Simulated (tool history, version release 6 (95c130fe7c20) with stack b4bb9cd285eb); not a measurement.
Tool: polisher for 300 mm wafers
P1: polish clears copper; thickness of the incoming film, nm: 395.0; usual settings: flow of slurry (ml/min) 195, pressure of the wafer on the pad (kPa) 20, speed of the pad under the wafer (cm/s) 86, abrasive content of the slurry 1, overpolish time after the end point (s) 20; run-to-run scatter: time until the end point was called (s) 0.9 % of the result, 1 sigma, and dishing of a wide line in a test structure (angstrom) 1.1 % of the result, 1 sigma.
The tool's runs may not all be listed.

run,hour,flow of slurry (ml/min),pressure of the wafer on the pad (kPa),speed of the pad under the wafer (cm/s),abrasive content of the slurry,overpolish time after the end point (s),time until the end point was called (s),dishing of a wide line in a test structure (angstrom)
1,8.9,195,20,86,1,20,160.92,329.27
2,20.3,195,20,86,1,6,162.72,111.57
3,33.3,195,20,86,1,20,160.7,331.78
# hour 39.6: slurry nozzle cleaned
4,42.8,260,20,86,1,20,156.13,340.41
5,51.6,195,20,86,1,20,163.48,332.47
6,63.9,195,13.1,86,1,33,249.53,347.5
7,71.3,195,20,86,0.6,20,179.92,307.92
8,85.2,195,20,86,1.5,20,149.27,353.82
9,96.4,120,26.9,86,1,20,130.35,396.57
10,108,195,26.2,86,1,20,122.75,415.8
11,120.6,195,20,48,1,20,287.86,198.29
12,134.4,195,20,86,1,20,159.08,331.81
13,146.7,195,20,86,1,20,161.56,334.29
14,158.1,195,12.4,86,1,20,263.58,214.1
15,167.9,115,20,86,1,20,178.7,300.33
16,174.4,195,20,86,1,20,161.72,330.03
17,184.4,195,20,86,1,38,160.49,545.74
18,197,195,20,86,1,20,161.93,329.61
19,206.6,195,20,136,1,20,102.13,469.53
20,218.3,195,20,86,1,20,161.71,329.21
21,229.6,195,20,86,1,20,166.59,329.46
22,238,195,20,86,1,20,167.59,321.19
23,251.7,195,20,86,1,20,172.16,312.7
# hour 256.9: worn pad replaced by a new one
24,258.4,195,20,86,1,20,170.84,314.37
25,271.6,195,20,86,1,20,170.39,315.44
26,279.7,195,20,86,1,20,171.28,312.99

Run 27 comes next. What will it give?
# hour 280.6: head pressure recalibrated
27,290.7,195,20,86,1,20,?,?

{"run 27": {"time until the end point was called (s)": 171.66, "dishing of a wide line in a test structure (angstrom)": 313.12}}

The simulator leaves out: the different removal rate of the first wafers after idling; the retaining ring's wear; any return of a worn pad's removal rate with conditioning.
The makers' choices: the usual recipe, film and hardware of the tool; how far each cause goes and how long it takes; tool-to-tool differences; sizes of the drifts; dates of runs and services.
